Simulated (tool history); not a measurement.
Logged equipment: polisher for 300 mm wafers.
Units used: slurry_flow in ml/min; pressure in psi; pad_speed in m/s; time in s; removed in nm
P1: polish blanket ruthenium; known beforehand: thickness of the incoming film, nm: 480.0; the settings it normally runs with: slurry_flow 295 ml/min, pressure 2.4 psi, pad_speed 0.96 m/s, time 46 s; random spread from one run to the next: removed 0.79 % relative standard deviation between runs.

run,day,slurry_flow,pressure,pad_speed,time,removed
1,0.192,295,2.4,0.96,46,55.674
2,0.425,295,2.4,0.96,46,56.88
3,0.633,295,2.4,0.96,69,83.734
4,0.85,465,2.4,0.96,46,58.28
5,1.104,295,3.3,0.96,46,78.596
6,1.35,295,2.4,0.6,46,35.215
7,1.55,295,2.4,1.38,46,81.402
8,1.762,295,2.4,0.96,46,56.114
9,1.892,295,2.4,0.96,23,28.369
10,2.125,175,2.4,0.96,46,53.259
11,2.325,295,2.4,0.96,46,56.435

What does the tool deliver on the next run?
12,2.446,295,2.4,0.96,46,?

{"run 12": {"removed": 57.134}}
